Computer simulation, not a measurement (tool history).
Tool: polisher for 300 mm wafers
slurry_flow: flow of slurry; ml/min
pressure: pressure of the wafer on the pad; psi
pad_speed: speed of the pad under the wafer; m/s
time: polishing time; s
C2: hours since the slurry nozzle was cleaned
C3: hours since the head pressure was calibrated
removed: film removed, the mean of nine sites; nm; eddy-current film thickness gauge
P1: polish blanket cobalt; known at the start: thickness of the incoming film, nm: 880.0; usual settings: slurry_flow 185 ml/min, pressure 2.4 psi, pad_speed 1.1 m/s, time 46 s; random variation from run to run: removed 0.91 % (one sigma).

run 1 hour=9.5 | slurry_flow=185 pressure=2.4 pad_speed=1.1 time=46 | wafers_polished_on_this_pad=351 C2=474.2 C3=639.6 | removed=295.12
run 2 hour=18.2 | slurry_flow=185 pressure=2.4 pad_speed=1.1 time=46 | wafers_polished_on_this_pad=457 C2=482.9 C3=648.3 | removed=297.56
run 3 hour=26.7 | slurry_flow=185 pressure=1.5 pad_speed=1.1 time=46 | wafers_polished_on_this_pad=560 C2=491.4 C3=656.8 | removed=189.22
run 4 hour=34.9 | slurry_flow=185 pressure=3.1 pad_speed=1.1 time=58 | wafers_polished_on_this_pad=660 C2=499.6 C3=665 | removed=489.03
run 5 hour=42.3 | slurry_flow=185 pressure=2.4 pad_speed=1.1 time=69 | wafers_polished_on_this_pad=750 C2=507 C3=672.4 | removed=446.83
run 6 hour=48.3 | slurry_flow=185 pressure=2.4 pad_speed=1.1 time=46 | wafers_polished_on_this_pad=823 C2=513 C3=678.4 | removed=295.2
run 7 hour=55.6 | slurry_flow=185 pressure=2.4 pad_speed=1.1 time=46 | wafers_polished_on_this_pad=911 C2=520.3 C3=685.7 | removed=299.74
run 8 hour=60.9 | slurry_flow=185 pressure=2.4 pad_speed=1.1 time=26 | wafers_polished_on_this_pad=976 C2=525.6 C3=691 | removed=169.19
run 9 hour=65.2 | slurry_flow=185 pressure=2.4 pad_speed=1.1 time=46 | wafers_polished_on_this_pad=1028 C2=529.9 C3=695.3 | removed=296.27
run 10 hour=74.9 | slurry_flow=185 pressure=3.7 pad_speed=1.1 time=46 | wafers_polished_on_this_pad=1146 C2=539.6 C3=705 | removed=457.9
run 11 hour=84.3 | slurry_flow=185 pressure=2.4 pad_speed=1.1 time=46 | wafers_polished_on_this_pad=1260 C2=549 C3=714.4 | removed=299.1
run 12 hour=89.2 | slurry_flow=285 pressure=2.4 pad_speed=1.1 time=46 | wafers_polished_on_this_pad=1320 C2=553.9 C3=719.3 | removed=312.93
run 13 hour=96.4 | slurry_flow=185 pressure=2.4 pad_speed=0.5 time=46 | wafers_polished_on_this_pad=1407 C2=561.1 C3=726.5 | removed=135.6

Forecast run 14:
run 14 hour=101.6 | slurry_flow=110 pressure=2.4 pad_speed=1.1 time=46 | wafers_polished_on_this_pad=1470 C2=566.3 C3=731.7 | removed=?

Run 14 gave removed 275.13 nm.
